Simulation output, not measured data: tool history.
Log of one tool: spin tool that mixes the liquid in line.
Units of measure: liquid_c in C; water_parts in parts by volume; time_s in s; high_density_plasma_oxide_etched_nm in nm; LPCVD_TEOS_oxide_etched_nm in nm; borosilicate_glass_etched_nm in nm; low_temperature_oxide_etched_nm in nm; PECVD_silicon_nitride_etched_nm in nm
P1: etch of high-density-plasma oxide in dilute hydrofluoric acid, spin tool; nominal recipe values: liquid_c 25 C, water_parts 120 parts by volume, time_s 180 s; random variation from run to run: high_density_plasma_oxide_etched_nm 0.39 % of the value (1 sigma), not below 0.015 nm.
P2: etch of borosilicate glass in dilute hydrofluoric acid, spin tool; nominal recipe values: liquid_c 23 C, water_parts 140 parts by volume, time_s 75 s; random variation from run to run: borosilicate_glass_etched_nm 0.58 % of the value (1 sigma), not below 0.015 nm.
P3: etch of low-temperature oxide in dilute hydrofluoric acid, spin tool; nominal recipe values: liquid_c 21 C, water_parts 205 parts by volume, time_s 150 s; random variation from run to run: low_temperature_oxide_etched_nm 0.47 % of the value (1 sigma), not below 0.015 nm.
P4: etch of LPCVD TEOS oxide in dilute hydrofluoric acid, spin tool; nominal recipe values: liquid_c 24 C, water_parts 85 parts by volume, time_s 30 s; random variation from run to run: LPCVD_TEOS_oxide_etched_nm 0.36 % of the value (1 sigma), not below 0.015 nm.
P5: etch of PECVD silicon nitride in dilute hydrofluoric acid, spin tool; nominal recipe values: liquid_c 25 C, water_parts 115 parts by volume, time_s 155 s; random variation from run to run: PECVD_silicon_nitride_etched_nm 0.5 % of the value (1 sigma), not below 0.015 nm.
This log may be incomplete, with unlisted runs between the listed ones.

run   hour  process  liquid_c  water_parts  time_s  high_density_plasma_oxide_etched_nm  LPCVD_TEOS_oxide_etched_nm  borosilicate_glass_etched_nm  low_temperature_oxide_etched_nm  PECVD_silicon_nitride_etched_nm
  1   10.3       P1        25          120     180                               8.7313
  2   23.1       P4        24           85      60                                                           38.784
  3   36.8       P1        25          120     180                               8.6916
  4   46.5       P2        23          140      75                                                                                         22.212
  5   54.4       P3        21          205     150                                                                                                                          8.2832
  6   65.5       P4        24          145      30                                                           10.518
  7   74.2       P1        25           45     310                               43.968
  8   87.5       P1        25          120      70                               3.3944
  9  101.2       P4      29.5           85      30                                                           24.091
 10  114.4       P4        24           85      30                                                           19.224
 11  124.6       P1        25          210     180                               4.5009
 12  141.2       P2        23           65      75                                                                                         52.473
 13  154.2       P2      30.5          140      75                                                                                         28.894
 14  167.3       P1        25          120     180                               8.8054
 15  182.5       P3      27.5          205     150                                                                                                                          10.546
 16  190.4       P2        23          140     120                                                                                         35.241
 17  200.1       P3        21          205      25                                                                                                                          1.3519
 18  217.1       P5        32          115     155                                                                                                                                                           11.327
 19  232.2       P1      29.5          120     180                                10.41
 20  248.9       P5        25          175     155                                                                                                                                                           4.7794
 21  261.7       P1        25          120     335                               16.147
 22  272.1       P3        21          290     150                                                                                                                          5.3601
 23  285.8       P1        25          120     180                               8.7634
 24  299.1       P4        24           85      30                                                           19.324
 25  310.2       P1        25          120     180                               8.7334
 26  318.2       P5        25          115     155                                                                                                                                                           7.2896
 27  330.6       P3        21          205     150                                                                                                                          8.3019
 28  343.3       P1      30.5          120      65                               3.8436
 29  356.2       P1        25           25     180                                 47.3
 30    369       P5        25          115      40                                                                                                                                                           1.8876
 31  381.7       P2        23          140      75                                                                                         22.178
 32  392.8       P1        18          120     180                               6.5373
 33  401.7       P1        25          120     180                               8.7237
 34  417.3       P1        25          120     180                                 9.03
 35    431       P1        25          120     180                               9.2383
 36  439.6       P1        25          120     180                               9.2903
 37  454.7       P1        25          120     180                               9.3145
 38  469.4       P1        25          120     180                                9.427
 39  482.6       P1        25          120     180                               9.3593

Compared with where it was, what P1 gives has crept away. Each cause listed below fits the log as well as the rest, at the size given for it:
A: hydrofluoric acid flow above the setpoint (%) = 6.59
B: liquid hotter than its thermometer reads (K) = 1.91
The onset of the drift is placed at about hour 401.7.

Consider the 4 single-wafer check runs listed below, results given as question marks: which one distinguishes between the causes by giving clearly different results for each?
check 1  495.8       P3        27          205      30                                                                                                                               ?
check 2  495.8       P5      31.5          115     155                                                                                                                                                                ?
check 3  495.8       P4        24           85      60                                                                ?
check 4  495.8       P2        23           90      75                                                                                              ?

Predicted outcomes, by check and by cause:
  check                           result    if A    if B
check 1  low_temperature_oxide_etched_nm  2.2345  2.2099
check 2  PECVD_silicon_nitride_etched_nm  11.679    12.3
check 3       LPCVD_TEOS_oxide_etched_nm  41.491  41.714
check 4     borosilicate_glass_etched_nm  39.065  39.288
Gap, in per cent, between the two causes that each check separates least, read from the result that separates them most: check 1 1.11 %; check 2 5.18 %; check 3 0.54 %; check 4 0.57 %
Check 2 distinguishes between the causes, while the remaining checks would return nearly the same result for all of them.

After running check 2, the following was obtained: PECVD_silicon_nitride_etched_nm 11.643 nm. Which cause does this point to?

A is the cause: hydrofluoric acid flow above the setpoint (%).

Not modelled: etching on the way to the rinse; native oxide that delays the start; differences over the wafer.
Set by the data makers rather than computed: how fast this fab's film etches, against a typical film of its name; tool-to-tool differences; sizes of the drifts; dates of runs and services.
